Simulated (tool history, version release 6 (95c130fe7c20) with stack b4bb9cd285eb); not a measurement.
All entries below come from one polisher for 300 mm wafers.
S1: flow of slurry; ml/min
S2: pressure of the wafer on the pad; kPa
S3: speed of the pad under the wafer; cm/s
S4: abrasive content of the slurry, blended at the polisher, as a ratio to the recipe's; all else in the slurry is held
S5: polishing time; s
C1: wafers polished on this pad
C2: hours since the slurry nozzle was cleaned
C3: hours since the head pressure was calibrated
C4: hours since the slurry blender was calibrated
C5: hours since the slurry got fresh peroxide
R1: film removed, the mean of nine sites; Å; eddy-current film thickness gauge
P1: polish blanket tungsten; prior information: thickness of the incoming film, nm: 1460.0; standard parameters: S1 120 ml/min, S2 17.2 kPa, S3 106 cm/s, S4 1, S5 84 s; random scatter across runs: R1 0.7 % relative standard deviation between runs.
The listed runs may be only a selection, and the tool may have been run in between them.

| run | hour | S1 | S2 | S3 | S4 | S5 | C1 | C2 | C3 | C4 | C5 | R1 |
|---|---|---|---|---|---|---|---|---|---|---|---|---|
| 1 | 9.1 | 120 | 17.2 | 106 | 1 | 84 | 228 | 486.3 | 191.4 | 77.5 | 26.5 | 2552.9 |
| 2 | 17.8 | 150 | 17.2 | 106 | 1 | 84 | 309 | 495 | 200.1 | 86.2 | 35.2 | 2676.7 |
| 3 | 23.6 | 120 | 17.2 | 106 | 1 | 84 | 364 | 500.8 | 205.9 | 92 | 41 | 2556.6 |
| 4 | 29.3 | 120 | 10.3 | 106 | 1 | 84 | 417 | 506.5 | 211.6 | 97.7 | 46.7 | 1520.5 |
| 5 | 39.6 | 120 | 17.2 | 144 | 1 | 84 | 513 | 516.8 | 221.9 | 108 | 57 | 3446.6 |
| 6 | 50.8 | 120 | 17.2 | 106 | 1.25 | 84 | 618 | 528 | 233.1 | 119.2 | 68.2 | 2656.1 |
| 7 | 62 | 120 | 17.2 | 106 | 1 | 40 | 723 | 539.2 | 244.3 | 130.4 | 79.4 | 1199.9 |
| 8 | 70 | 120 | 17.2 | 106 | 1 | 84 | 798 | 547.2 | 252.3 | 138.4 | 87.4 | 2538.3 |
| 9 | 77.5 | 120 | 17.2 | 106 | 0.55 | 84 | 868 | 554.7 | 259.8 | 145.9 | 94.9 | 2218.6 |
| 10 | 84.6 | 120 | 17.2 | 106 | 1 | 84 | 935 | 561.8 | 266.9 | 153 | 102 | 2541.5 |
| 11 | 90.3 | 120 | 17.2 | 106 | 1 | 84 | 988 | 567.5 | 272.6 | 158.7 | 107.7 | 2553.5 |
| 12 | 97.4 | 120 | 17.2 | 154 | 1 | 45 | 1054 | 574.6 | 279.7 | 165.8 | 114.8 | 1974.3 |
| 13 | 107.7 | 120 | 17.2 | 52 | 1 | 84 | 1151 | 584.9 | 290 | 176.1 | 125.1 | 1232.7 |
| 14 | 116.9 | 120 | 27.6 | 106 | 1 | 84 | 1237 | 594.1 | 299.2 | 185.3 | 134.3 | 4083.3 |
| 15 | 124.8 | 120 | 17.2 | 106 | 1 | 126 | 1311 | 602 | 307.1 | 193.2 | 142.2 | 3823.8 |
| 16 | 131.7 | 70 | 17.2 | 106 | 1 | 84 | 1376 | 608.9 | 314 | 200.1 | 149.1 | 2159.4 |
| 17 | 142.6 | 120 | 17.2 | 106 | 1 | 84 | 1478 | 619.8 | 324.9 | 211 | 160 | 2496.8 |
| 18 | 148.3 | 120 | 17.2 | 106 | 1 | 84 | 1531 | 625.5 | 330.6 | 216.7 | 165.7 | 2485.5 |
| 19 | 156.8 | 120 | 17.2 | 106 | 1 | 84 | 1611 | 634 | 339.1 | 225.2 | 174.2 | 2427.1 |
| 20 | 162 | 120 | 17.2 | 106 | 1 | 84 | 1659 | 639.2 | 344.3 | 230.4 | 179.4 | 2403.5 |
|  | 169.6 | head pressure recalibrated |
|  | 169.6 | slurry blender recalibrated |
|  | 169.8 | slurry tank refilled with fresh slurry and peroxide |
| 21 | 170.3 | 120 | 17.2 | 106 | 1 | 84 | 1737 | 647.5 | 0.8 | 0.8 | 0.6 | 2341.7 |
| 22 | 178.3 | 120 | 17.2 | 106 | 1 | 84 | 1812 | 655.5 | 8.8 | 8.8 | 8.6 | 2293.3 |
| 23 | 183.5 | 120 | 17.2 | 106 | 1 | 84 | 1860 | 660.7 | 14 | 14 | 13.8 | 2322.2 |
| 24 | 190.8 | 120 | 17.2 | 106 | 1 | 84 | 1929 | 668 | 21.3 | 21.3 | 21.1 | 2330.9 |
| 25 | 200 | 120 | 17.2 | 106 | 1 | 84 | 2015 | 677.2 | 30.5 | 30.5 | 30.3 | 2316.3 |
| 26 | 206 | 120 | 17.2 | 106 | 1 | 84 | 2071 | 683.2 | 36.5 | 36.5 | 36.3 | 2311.6 |

P1 has crept away from where it was. The log is fitted equally well by each of these 2 causes, at the sizes shown:
A: slurry flow missing at the pad, % = 32.3
B: removal rate lost through wear of the pad, % = 9.39
The gradual shift began around hour 142.6.
Excluded causes, each with its reason:
head's pressure below its setpoint, %: was serviced at hour 169.6, once the creep was under way, yet the earlier output never came back
abrasive missing from the slurry, %: was serviced at hour 169.6, once the creep was under way, yet the earlier output never came back
peroxide lost from the slurry, %: was serviced at hour 169.8, once the creep was under way, yet the earlier output never came back

Of the 4 check runs below, each run on 2 wafers with the results averaged and each result still a question mark, which one would tell the listed causes apart?
| check 1 | 212 | 120 | 26.2 | 106 | 1 | 84 |  |  |  |  |  | ? |
| check 2 | 212 | 120 | 12.4 | 106 | 1 | 105 |  |  |  |  |  | ? |
| check 3 | 212 | 75 | 17.2 | 106 | 0.8 | 84 |  |  |  |  |  | ? |
| check 4 | 212 | 120 | 17.2 | 138 | 1 | 66 |  |  |  |  |  | ? |

Expected result of each check under each candidate cause:
| check | result | if A | if B |
|---|---|---|---|
| check 1 | R1 | 3480.7 | 3481.4 |
| check 2 | R1 | 2060.9 | 2061.3 |
| check 3 | R1 | 1830.8 | 1921.3 |
| check 4 | R1 | 2342.4 | 2342.8 |
Separation of the two closest causes in each check, using whichever result separates them best: check 1 0.02 %; check 2 0.02 %; check 3 4.82 %; check 4 0.02 %
Of the check runs offered, only check 3 discriminates between the causes; the rest would read about the same regardless of which cause applies.

Check 3 was carried out, with these results: R1 1830 Å. Which of the listed causes is responsible?

A is the cause: slurry flow missing at the pad, %.

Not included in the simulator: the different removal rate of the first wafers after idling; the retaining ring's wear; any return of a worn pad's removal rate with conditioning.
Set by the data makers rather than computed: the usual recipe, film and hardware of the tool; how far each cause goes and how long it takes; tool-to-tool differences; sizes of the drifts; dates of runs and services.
